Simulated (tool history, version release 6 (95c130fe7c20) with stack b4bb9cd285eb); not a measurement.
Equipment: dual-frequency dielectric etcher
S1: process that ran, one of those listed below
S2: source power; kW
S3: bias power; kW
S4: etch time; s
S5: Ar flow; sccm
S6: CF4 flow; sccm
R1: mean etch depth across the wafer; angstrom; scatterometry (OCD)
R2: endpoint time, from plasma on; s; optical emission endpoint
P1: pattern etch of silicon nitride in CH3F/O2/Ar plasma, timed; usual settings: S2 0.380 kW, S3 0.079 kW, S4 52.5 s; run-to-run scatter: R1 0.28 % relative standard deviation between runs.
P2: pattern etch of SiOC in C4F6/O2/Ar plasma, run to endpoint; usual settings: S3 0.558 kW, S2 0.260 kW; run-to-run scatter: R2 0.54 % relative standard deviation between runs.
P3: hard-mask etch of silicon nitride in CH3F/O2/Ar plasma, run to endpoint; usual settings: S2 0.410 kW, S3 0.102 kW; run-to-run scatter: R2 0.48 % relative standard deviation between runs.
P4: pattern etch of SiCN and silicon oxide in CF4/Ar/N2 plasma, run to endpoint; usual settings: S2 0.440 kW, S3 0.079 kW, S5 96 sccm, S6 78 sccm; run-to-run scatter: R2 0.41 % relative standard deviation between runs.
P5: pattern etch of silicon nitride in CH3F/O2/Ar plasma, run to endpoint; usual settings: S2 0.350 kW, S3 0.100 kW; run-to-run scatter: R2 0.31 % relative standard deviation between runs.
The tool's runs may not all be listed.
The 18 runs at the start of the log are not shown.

Run 19, hour 144.1: S1 P1, S2 0.380 kW, S3 0.101 kW, S4 52.5 s. Result: R1 419.28 angstrom.
Run 20, hour 152.0: S1 P1, S2 0.380 kW, S3 0.079 kW, S4 52.5 s. Result: R1 383.50 angstrom.
Run 21, hour 161.0: S1 P3, S2 0.320 kW, S3 0.102 kW. Result: R2 72.481 s.
Run 22, hour 171.7: S1 P4, S2 0.440 kW, S3 0.058 kW, S5 96 sccm, S6 78 sccm. Result: R2 19.884 s.
Run 23, hour 176.8: S1 P4, S2 0.440 kW, S3 0.079 kW, S5 96 sccm, S6 59 sccm. Result: R2 18.772 s.
Run 24, hour 182.2: S1 P1, S2 0.380 kW, S3 0.079 kW, S4 52.5 s. Result: R1 384.21 angstrom.
Run 25, hour 187.9: S1 P1, S2 0.300 kW, S3 0.079 kW, S4 52.5 s. Result: R1 350.80 angstrom.
Run 26, hour 198.1: S1 P5, S2 0.350 kW, S3 0.100 kW. Result: R2 37.906 s.
Run 27, hour 204.8: S1 P3, S2 0.410 kW, S3 0.144 kW. Result: R2 57.661 s.

Run 28, settings as shown, results not yet in. Your forecast:
Run 28, hour 210.6: S1 P4, S2 0.440 kW, S3 0.079 kW, S5 96 sccm, S6 78 sccm. Result: R2 ?.

Run 28 came out at R2 18.036 s.

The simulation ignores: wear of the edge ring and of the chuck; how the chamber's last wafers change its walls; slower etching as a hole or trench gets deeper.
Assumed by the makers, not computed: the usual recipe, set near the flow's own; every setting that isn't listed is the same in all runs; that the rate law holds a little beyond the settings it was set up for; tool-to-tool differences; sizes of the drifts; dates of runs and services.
